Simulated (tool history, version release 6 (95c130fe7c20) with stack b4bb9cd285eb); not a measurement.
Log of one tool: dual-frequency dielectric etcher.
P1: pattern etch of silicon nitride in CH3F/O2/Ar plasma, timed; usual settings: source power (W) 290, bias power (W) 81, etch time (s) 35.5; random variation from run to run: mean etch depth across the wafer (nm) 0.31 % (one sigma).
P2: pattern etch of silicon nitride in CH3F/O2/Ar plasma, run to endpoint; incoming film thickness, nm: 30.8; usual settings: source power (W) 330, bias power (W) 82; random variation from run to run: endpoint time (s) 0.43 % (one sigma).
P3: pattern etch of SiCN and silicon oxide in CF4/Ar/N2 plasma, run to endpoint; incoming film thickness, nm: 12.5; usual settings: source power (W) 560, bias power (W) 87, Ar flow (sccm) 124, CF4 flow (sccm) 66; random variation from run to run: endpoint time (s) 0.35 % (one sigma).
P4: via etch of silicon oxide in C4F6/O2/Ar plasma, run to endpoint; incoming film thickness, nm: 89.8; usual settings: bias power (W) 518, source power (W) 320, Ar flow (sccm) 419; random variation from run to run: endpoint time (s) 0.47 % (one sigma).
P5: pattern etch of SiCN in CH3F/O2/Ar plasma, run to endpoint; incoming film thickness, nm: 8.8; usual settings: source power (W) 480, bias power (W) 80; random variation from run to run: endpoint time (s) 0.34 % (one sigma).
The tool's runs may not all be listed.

run	day	process that ran	source power (W)	bias power (W)	etch time (s)	Ar flow (sccm)	CF4 flow (sccm)	hours since the last wet clean	hours since the last source power generator calibration	hours since the last bias power generator calibration	mean etch depth across the wafer (nm)	endpoint time (s)
1	0.550	P1	290	81	35.5			132.3	712.7	2244.9	24.366	
2	1.246	P4	320	518		312		149.0	729.4	2261.6		21.0730
3	1.638	P2	330	82				158.4	738.8	2271.0		46.2010
4	2.275	P4	320	518		419		173.7	754.1	2286.3		21.7870
5	2.717	P5	480	110				184.3	764.7	2296.9		18.8400
6	3.196	P3	760	87		124	66	195.8	776.2	2308.4		8.9897
7	3.783	P3	560	61		124	66	209.9	790.3	2322.5		13.2040
8	4.317	P1	210	97	35.5			222.7	803.1	2335.3	23.080	
9	4.962	P3	560	87		73	66	238.2	818.6	2350.8		10.8580
10	5.650	P5	290	80				254.7	835.1	2367.3		25.7480
11	6.254	P1	290	81	48.0			269.2	849.6	2381.8	32.932	
12	6.933	P4	320	616		419		285.5	865.9	2398.1		20.2780
13	7.362	P5	480	80				295.8	876.2	2408.4		21.2240
14	7.883	P1	290	81	35.5			308.3	888.7	2420.9	24.255	
15	8.496	P2	330	49				323.0	903.4	2435.6		54.9370
16	8.954	P1	290	58	35.5			334.0	914.4	2446.6	21.696	
17	9.550	P3	560	87		124	66	348.3	928.7	2460.9		11.7520
18	10.117	P2	440	82				361.9	942.3	2474.5		41.4640
19	10.717	P1	180	81	35.5			376.3	956.7	2488.9	20.252	
20	11.342	P4	430	518		419		391.3	971.7	2503.9		19.5650
21	11.850	P4	320	518		419		403.5	983.9	2516.1		21.7910
# day 12.396: source power generator calibrated
22	12.462	P1	370	81	35.5			418.2	1.6	2530.8	26.689	
23	13.104	P1	290	81	35.5			433.6	17.0	2546.2	24.262	
24	13.717	P3	560	87		124	66	448.3	31.7	2560.9		11.6790
25	14.379	P5	480	80				464.2	47.6	2576.8		21.1930
26	15.058	P1	290	108	35.5			480.5	63.9	2593.1	26.928	
27	15.742	P1	290	81	35.5			496.9	80.3	2609.5	24.313	
28	16.458	P3	560	87		124	49	514.1	97.5	2626.7		12.1840
29	16.958	P1	290	81	19.5			526.1	109.5	2638.7	13.284	
30	17.558	P1	290	81	35.5			540.5	123.9	2653.1	24.313	
31	18.254	P1	290	81	35.5			557.2	140.6	2669.8	24.094	
32	18.842	P1	290	81	35.5			571.3	154.7	2683.9	24.021	
33	19.350	P1	290	81	35.5			583.5	166.9	2696.1	24.063	
34	19.988	P1	290	81	35.5			598.8	182.2	2711.4	23.890	
# day 20.196: wet clean of the chamber
35	20.596	P1	290	81	35.5			9.7	196.8	2726.0	24.010	
36	20.938	P1	290	81	35.5			17.9	205.0	2734.2	24.068	
37	21.488	P1	290	81	35.5			31.1	218.2	2747.4	24.097	
38	21.875	P1	290	81	35.5			40.4	227.5	2756.7	24.022	
39	22.338	P1	290	81	35.5			51.5	238.6	2767.8	23.866	

What P1 gives has crept away from where it was. These 2 causes fit the log equally well, each at the size given:
A: source power that arrives under what is set, % = 4.34
B: bias power that arrives under what is set, % = 4.53
The creep began at about day 17.558.
Why every other cause is out:
chamber walls in a state that lowers the etch rate, %: serviced at day 20.196, which brought nothing back

4 check runs are offered, each on 2 wafers whose results are averaged, their results left as question marks. Which one tells the causes apart?
check 1	22.800	P5	320	110								?
check 2	22.800	P4	410	518		419						?
check 3	22.800	P2	400	82								?
check 4	22.800	P3	560	87		124	51					?

What each check would give under each cause:
check	result	if A	if B
check 1	endpoint time (s)	22.3180	22.3570
check 2	endpoint time (s)	20.1540	20.1750
check 3	endpoint time (s)	43.6220	43.6040
check 4	endpoint time (s)	12.6600	12.3940
How far apart the two closest causes lie, in the result that separates them most: check 1 0.17 %; check 2 0.1 %; check 3 0.04 %; check 4 2.13 %
Check 4 tells the causes apart: in the others they would give nearly the same result.

Then check 4 was run and gave: endpoint time (s) 12.3920. Which cause is it?

It is B: bias power that arrives under what is set, %.
